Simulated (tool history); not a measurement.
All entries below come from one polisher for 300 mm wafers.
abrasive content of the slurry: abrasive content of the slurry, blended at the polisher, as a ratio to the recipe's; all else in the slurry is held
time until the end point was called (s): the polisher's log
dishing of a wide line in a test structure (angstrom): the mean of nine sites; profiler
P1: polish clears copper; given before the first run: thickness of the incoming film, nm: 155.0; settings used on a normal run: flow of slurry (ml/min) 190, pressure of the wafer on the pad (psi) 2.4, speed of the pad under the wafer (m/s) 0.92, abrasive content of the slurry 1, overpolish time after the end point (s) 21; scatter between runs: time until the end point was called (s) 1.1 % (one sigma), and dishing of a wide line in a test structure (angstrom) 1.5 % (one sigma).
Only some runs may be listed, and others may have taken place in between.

run,hour,flow of slurry (ml/min),pressure of the wafer on the pad (psi),speed of the pad under the wafer (m/s),abrasive content of the slurry,overpolish time after the end point (s),time until the end point was called (s),dishing of a wide line in a test structure (angstrom)
1,6.2,190,2.4,0.92,1,21,70.803,322.78
2,15.4,190,2.4,0.66,1,21,100.72,240.78
3,24,125,2.4,0.92,1.35,21,73.34,328.05
4,32.6,190,2.4,0.92,1,31,72.287,450.18
5,38.9,190,2.4,0.92,1,21,71.497,322.68
6,47.5,190,3.6,0.92,1,21,47.915,469.9
7,60.8,190,2.4,0.92,1,21,72.108,327.44
8,73.6,190,2.4,1.28,1,21,52.065,436.1
9,82.6,190,2.4,0.92,1,21,72.136,330.91
10,94.1,190,2.4,0.92,1.45,21,67.322,347.78
11,106.3,190,1.3,0.92,1,39,136.4,312.93
12,116.1,190,1.3,0.92,1,21,133.39,184.92
13,123.9,190,2.4,0.92,1,21,72.785,324.93
14,134.3,190,2.4,0.92,1,6,72.038,103.53
15,143,190,2.4,0.92,0.6,21,80.731,292.74
16,153.6,190,2.4,0.92,1,21,72.974,322.48
17,161.1,290,2.4,0.92,1,21,68.219,339.31
18,174.3,115,2.4,0.92,1,21,77.414,293.45
19,180.9,190,2.4,0.92,1,21,73.23,313.46
20,193.3,190,2.4,0.92,1,21,76.347,317.87
21,203.5,190,2.4,0.92,1,21,75.605,314.9
# hour 214: worn pad replaced by a new one
22,214.4,190,2.4,0.92,1,21,76.565,308.85
23,224.2,190,2.4,0.92,1,21,75.851,304.43
# hour 226.4: head pressure recalibrated
24,230.6,190,2.4,0.92,1,21,76.975,307.68

Run 25 has not been measured yet. What should we expect?
25,239.3,190,2.4,0.92,1,21,?,?

time until the end point was called (s): 76.358
dishing of a wide line in a test structure (angstrom): 302.22

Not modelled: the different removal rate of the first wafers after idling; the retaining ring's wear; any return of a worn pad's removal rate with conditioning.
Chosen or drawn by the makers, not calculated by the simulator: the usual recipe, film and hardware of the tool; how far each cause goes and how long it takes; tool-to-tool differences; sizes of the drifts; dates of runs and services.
